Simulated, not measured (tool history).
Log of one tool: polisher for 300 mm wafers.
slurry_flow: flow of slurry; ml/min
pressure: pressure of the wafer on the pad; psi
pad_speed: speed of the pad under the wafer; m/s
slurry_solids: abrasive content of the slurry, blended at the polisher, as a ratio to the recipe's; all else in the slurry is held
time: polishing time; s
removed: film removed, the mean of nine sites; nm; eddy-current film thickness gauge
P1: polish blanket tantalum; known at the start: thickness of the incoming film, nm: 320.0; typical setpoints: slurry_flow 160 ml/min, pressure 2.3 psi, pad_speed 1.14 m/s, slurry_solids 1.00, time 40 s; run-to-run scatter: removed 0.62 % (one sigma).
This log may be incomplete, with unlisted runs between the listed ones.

run,hour,slurry_flow,pressure,pad_speed,slurry_solids,time,removed
1,4.8,160,2.3,1.14,1.00,40,86.124
2,13.0,160,1.6,1.14,1.00,40,58.990
3,20.3,160,2.3,1.14,1.00,40,85.093
4,24.6,160,2.3,1.14,1.00,40,84.359
5,28.6,160,2.3,1.14,1.00,62,131.260
6,34.8,235,2.3,1.14,1.00,40,91.097
7,40.9,160,1.4,1.48,1.00,40,68.046
8,44.6,160,3.4,1.14,1.00,40,125.270
9,48.6,160,2.3,1.14,1.00,19,40.744
10,55.8,160,2.3,1.14,0.65,40,73.670
11,63.0,160,2.3,1.14,1.00,40,85.365
12,68.5,110,2.3,1.14,1.00,40,80.284
13,72.8,160,2.3,0.64,1.00,40,48.093
14,78.6,160,2.3,1.68,1.00,40,125.500
15,84.5,160,2.3,1.14,1.45,40,94.428
16,90.5,160,2.3,1.14,1.00,40,85.866
17,96.0,160,2.3,1.14,1.00,40,82.149
18,101.2,160,2.3,1.14,1.00,40,80.088
19,107.2,160,2.3,1.14,1.00,40,78.272
20,111.2,160,2.3,1.14,1.00,40,78.977
# hour 112.3: slurry nozzle cleaned
# hour 112.8: worn pad replaced by a new one
21,115.1,160,2.3,1.14,1.00,40,78.639
22,120.8,160,2.3,1.14,1.00,40,77.557

What P1 gives has crept away from where it was. These 2 causes fit the log equally well, each at the size given:
A: abrasive missing from the slurry, % = 25.6
B: head's pressure below its setpoint, % = 8.94
The gradual shift began around hour 90.5.
Other possible causes, and why each is ruled out:
removal rate lost through wear of the pad, %: was serviced at hour 112.8, once the creep was under way, yet the earlier output never came back
slurry flow missing at the pad, %: was serviced at hour 112.3, once the creep was under way, yet the earlier output never came back

Below are 4 check runs, each averaged over 5 wafers, with their results shown as question marks. Which of them would give clearly different results depending on which cause is behind the drift?
check 1,126.5,195,3.4,1.14,1.00,40,?
check 2,126.5,160,1.6,1.14,1.00,19,?
check 3,126.5,160,2.3,1.14,1.45,40,?
check 4,126.5,160,1.7,1.14,1.00,25,?

How each check would come out, cause by cause:
check,result,if A,if B
check 1,removed,118.910,118.920
check 2,removed,25.810,25.813
check 3,removed,87.617,85.720
check 4,removed,36.083,36.087
Minimum pairwise separation of causes per check, each pair taken at its best-separating result: check 1 0.01 %; check 2 0.01 %; check 3 2.19 %; check 4 0.01 %
Of the check runs offered, only check 3 discriminates between the causes; the rest would read about the same regardless of which cause applies.

With check 3 done, the readings were: removed 87.335 nm. Identify which of the listed causes applies.

It is A: abrasive missing from the slurry, %.
